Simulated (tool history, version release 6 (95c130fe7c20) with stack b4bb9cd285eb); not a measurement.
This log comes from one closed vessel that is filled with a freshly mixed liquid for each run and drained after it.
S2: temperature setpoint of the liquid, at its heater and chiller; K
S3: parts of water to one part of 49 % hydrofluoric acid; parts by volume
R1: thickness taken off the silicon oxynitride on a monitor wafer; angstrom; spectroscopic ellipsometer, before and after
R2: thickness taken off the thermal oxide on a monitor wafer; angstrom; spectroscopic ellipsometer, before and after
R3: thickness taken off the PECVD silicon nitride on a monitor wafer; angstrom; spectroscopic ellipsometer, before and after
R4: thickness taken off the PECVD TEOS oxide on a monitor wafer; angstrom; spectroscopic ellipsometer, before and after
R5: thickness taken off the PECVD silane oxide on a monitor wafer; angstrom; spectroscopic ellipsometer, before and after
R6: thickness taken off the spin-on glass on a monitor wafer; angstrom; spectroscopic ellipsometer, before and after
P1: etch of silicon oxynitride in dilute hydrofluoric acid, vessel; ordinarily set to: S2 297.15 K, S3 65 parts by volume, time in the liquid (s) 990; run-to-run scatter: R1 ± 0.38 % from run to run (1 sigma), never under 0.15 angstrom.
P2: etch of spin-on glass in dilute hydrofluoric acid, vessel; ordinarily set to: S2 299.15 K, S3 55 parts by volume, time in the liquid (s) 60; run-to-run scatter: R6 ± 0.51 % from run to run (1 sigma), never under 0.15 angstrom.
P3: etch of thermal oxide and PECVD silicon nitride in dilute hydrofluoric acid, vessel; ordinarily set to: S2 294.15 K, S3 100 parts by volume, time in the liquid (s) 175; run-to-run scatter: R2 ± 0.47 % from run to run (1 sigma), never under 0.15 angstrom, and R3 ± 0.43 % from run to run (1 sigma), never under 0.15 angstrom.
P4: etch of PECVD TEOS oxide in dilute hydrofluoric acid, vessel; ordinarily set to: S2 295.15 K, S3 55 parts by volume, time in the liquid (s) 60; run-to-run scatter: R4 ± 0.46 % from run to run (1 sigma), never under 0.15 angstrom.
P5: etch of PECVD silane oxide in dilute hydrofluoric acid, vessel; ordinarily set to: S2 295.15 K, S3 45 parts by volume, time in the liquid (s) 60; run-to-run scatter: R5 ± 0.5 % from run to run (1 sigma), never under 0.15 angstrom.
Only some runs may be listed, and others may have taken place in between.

run 1 hour=9.3 | process_that_ran=P1 S2=297.15 S3=65 time_in_the_liquid_(s)=990 | R1=273.67
run 2 hour=22.1 | process_that_ran=P3 S2=301.65 S3=100 time_in_the_liquid_(s)=175 | R2=92.014 R3=110.54
run 3 hour=31.3 | process_that_ran=P1 S2=297.15 S3=20 time_in_the_liquid_(s)=990 | R1=922.35
run 4 hour=44.7 | process_that_ran=P1 S2=303.15 S3=65 time_in_the_liquid_(s)=1765 | R1=645.5
run 5 hour=56.2 | process_that_ran=P4 S2=295.15 S3=55 time_in_the_liquid_(s)=60 | R4=304.36
run 6 hour=64.6 | process_that_ran=P4 S2=295.15 S3=20 time_in_the_liquid_(s)=60 | R4=873.38
run 7 hour=76.4 | process_that_ran=P5 S2=295.15 S3=45 time_in_the_liquid_(s)=100 | R5=991.59
run 8 hour=83.7 | process_that_ran=P1 S2=297.15 S3=65 time_in_the_liquid_(s)=990 | R1=272.89
run 9 hour=98.9 | process_that_ran=P1 S2=297.15 S3=110 time_in_the_liquid_(s)=990 | R1=155.81
run 10 hour=108.9 | process_that_ran=P2 S2=299.15 S3=55 time_in_the_liquid_(s)=60 | R6=425.76
run 11 hour=122.2 | process_that_ran=P5 S2=290.15 S3=45 time_in_the_liquid_(s)=60 | R5=476.88
run 12 hour=136.5 | process_that_ran=P5 S2=295.15 S3=45 time_in_the_liquid_(s)=60 | R5=593.89
run 13 hour=145.8 | process_that_ran=P1 S2=297.15 S3=95 time_in_the_liquid_(s)=300 | R1=55.311
run 14 hour=156.1 | process_that_ran=P1 S2=290.15 S3=65 time_in_the_liquid_(s)=990 | R1=192.92
run 15 hour=168.3 | process_that_ran=P4 S2=302.65 S3=55 time_in_the_liquid_(s)=60 | R4=411.54
run 16 hour=180.9 | process_that_ran=P3 S2=294.15 S3=100 time_in_the_liquid_(s)=175 | R2=68.548 R3=68.428
run 17 hour=193.1 | process_that_ran=P3 S2=294.15 S3=100 time_in_the_liquid_(s)=175 | R2=68.69 R3=68.397
run 18 hour=202.2 | process_that_ran=P2 S2=292.65 S3=55 time_in_the_liquid_(s)=60 | R6=325.92
run 19 hour=208.9 | process_that_ran=P3 S2=294.15 S3=160 time_in_the_liquid_(s)=175 | R2=40.041 R3=43.076
run 20 hour=221.3 | process_that_ran=P1 S2=297.15 S3=65 time_in_the_liquid_(s)=395 | R1=108.46
run 21 hour=233.3 | process_that_ran=P1 S2=297.15 S3=65 time_in_the_liquid_(s)=990 | R1=273.6
run 22 hour=241.3 | process_that_ran=P5 S2=295.15 S3=25 time_in_the_liquid_(s)=60 | R5=1093.9
-- hour=246 hydrofluoric acid flow meter replaced
run 23 hour=252 | process_that_ran=P5 S2=295.15 S3=45 time_in_the_liquid_(s)=60 | R5=596.36
run 24 hour=264.4 | process_that_ran=P2 S2=299.15 S3=20 time_in_the_liquid_(s)=60 | R6=1223.7
run 25 hour=272.9 | process_that_ran=P1 S2=297.15 S3=65 time_in_the_liquid_(s)=990 | R1=274.67
run 26 hour=280.3 | process_that_ran=P1 S2=292.65 S3=65 time_in_the_liquid_(s)=325 | R1=71.864
run 27 hour=291 | process_that_ran=P2 S2=299.15 S3=55 time_in_the_liquid_(s)=30 | R6=211.45
run 28 hour=299.1 | process_that_ran=P1 S2=304.65 S3=65 time_in_the_liquid_(s)=990 | R1=387
run 29 hour=305.9 | process_that_ran=P1 S2=297.15 S3=65 time_in_the_liquid_(s)=1745 | R1=483.62
run 30 hour=320.4 | process_that_ran=P3 S2=294.15 S3=100 time_in_the_liquid_(s)=30 | R2=11.886 R3=11.746
run 31 hour=332.2 | process_that_ran=P4 S2=295.15 S3=55 time_in_the_liquid_(s)=100 | R4=504.36
run 32 hour=344.2 | process_that_ran=P1 S2=297.15 S3=65 time_in_the_liquid_(s)=990 | R1=274.11
run 33 hour=354.7 | process_that_ran=P1 S2=297.15 S3=65 time_in_the_liquid_(s)=990 | R1=259.9
run 34 hour=363.2 | process_that_ran=P1 S2=297.15 S3=65 time_in_the_liquid_(s)=990 | R1=253.63
run 35 hour=374.2 | process_that_ran=P1 S2=297.15 S3=65 time_in_the_liquid_(s)=990 | R1=249.55
run 36 hour=387.9 | process_that_ran=P1 S2=297.15 S3=65 time_in_the_liquid_(s)=990 | R1=247.55
run 37 hour=395.1 | process_that_ran=P1 S2=297.15 S3=65 time_in_the_liquid_(s)=990 | R1=246.86
run 38 hour=404.3 | process_that_ran=P1 S2=297.15 S3=65 time_in_the_liquid_(s)=990 | R1=247.31
run 39 hour=417.3 | process_that_ran=P1 S2=297.15 S3=65 time_in_the_liquid_(s)=990 | R1=246.54

The log shows P1 creeping away from where it was. Any of the 2 causes listed here, at the size stated for it, fits the log just as well as the others:
A: hydrofluoric acid flow below the setpoint (%) = 9.51
B: liquid colder than its thermometer reads (K) = 2.18
The process output started creeping at around hour 344.2.

The check runs listed below each take one wafer, and their results are still question marks. Under which run would the listed causes lead to clearly different results?
run check 1 hour=430.3 | process_that_ran=P4 S2=295.15 S3=25 time_in_the_liquid_(s)=90 | R4=?
run check 2 hour=430.3 | process_that_ran=P3 S2=301.15 S3=100 time_in_the_liquid_(s)=85 | R2=? R3=?
run check 3 hour=430.3 | process_that_ran=P2 S2=299.15 S3=20 time_in_the_liquid_(s)=35 | R6=?
run check 4 hour=430.3 | process_that_ran=P5 S2=290.15 S3=45 time_in_the_liquid_(s)=60 | R5=?

What every check run would give for each of its results, assuming each possible cause in turn:
check=check_1 result=R4 if_A=937.13 if_B=946.23
check=check_2 result=R2 if_A=39.007 if_B=40.19
check=check_2 result=R3 if_A=47.62 if_B=45.737
check=check_3 result=R6 if_A=645.83 if_B=653.25
check=check_4 result=R5 if_A=429.31 if_B=433.33
How far apart the two closest causes lie, in the result that separates them most: check 1 0.97 %; check 2 4.03 %; check 3 1.14 %; check 4 0.93 %
Check 2 tells the causes apart: in the others they would give nearly the same result.

After running check 2, the following was obtained: R2 40.577 angstrom; R3 46.019 angstrom. Which cause does this point to?

The cause is B: liquid colder than its thermometer reads (K).
